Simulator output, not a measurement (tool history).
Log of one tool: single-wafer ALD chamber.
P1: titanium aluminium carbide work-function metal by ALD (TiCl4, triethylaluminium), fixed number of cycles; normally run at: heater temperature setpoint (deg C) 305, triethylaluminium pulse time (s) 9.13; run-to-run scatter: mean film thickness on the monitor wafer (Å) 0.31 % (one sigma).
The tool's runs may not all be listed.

run,day,heater temperature setpoint (deg C),triethylaluminium pulse time (s),hours since the last thermocouple change,hours since the last triethylaluminium bottle change,mean film thickness on the monitor wafer (Å)
1,0.296,305,9.13,153.5,278.3,21.169
2,0.542,305,9.13,159.4,284.2,21.147
# day 0.667: thermocouple changed; heater temperature recalibrated
3,0.758,305,9.13,2.3,289.4,21.023
4,0.929,293,6.29,6.4,293.5,18.511
5,1.167,329,9.13,12.1,299.2,23.194
6,1.417,290,9.13,18.1,305.2,19.725
7,1.596,305,4.32,22.4,309.5,17.101
8,1.783,305,9.13,26.9,314,21.138
9,1.983,305,9.13,31.7,318.8,20.981
10,2.196,305,9.13,36.8,323.9,20.953
11,2.488,305,12.54,43.8,330.9,21.598
12,2.746,305,9.13,50,337.1,21.039
13,2.942,305,9.13,54.7,341.8,20.967
14,3.246,305,9.13,62,349.1,20.769
15,3.438,305,9.13,66.6,353.7,20.758
16,3.708,305,9.13,73.1,360.2,20.684

The next listed run, before its measurement:
17,3.883,305,9.13,77.3,364.4,?

Run 17 gave mean film thickness on the monitor wafer (Å) 20.722.

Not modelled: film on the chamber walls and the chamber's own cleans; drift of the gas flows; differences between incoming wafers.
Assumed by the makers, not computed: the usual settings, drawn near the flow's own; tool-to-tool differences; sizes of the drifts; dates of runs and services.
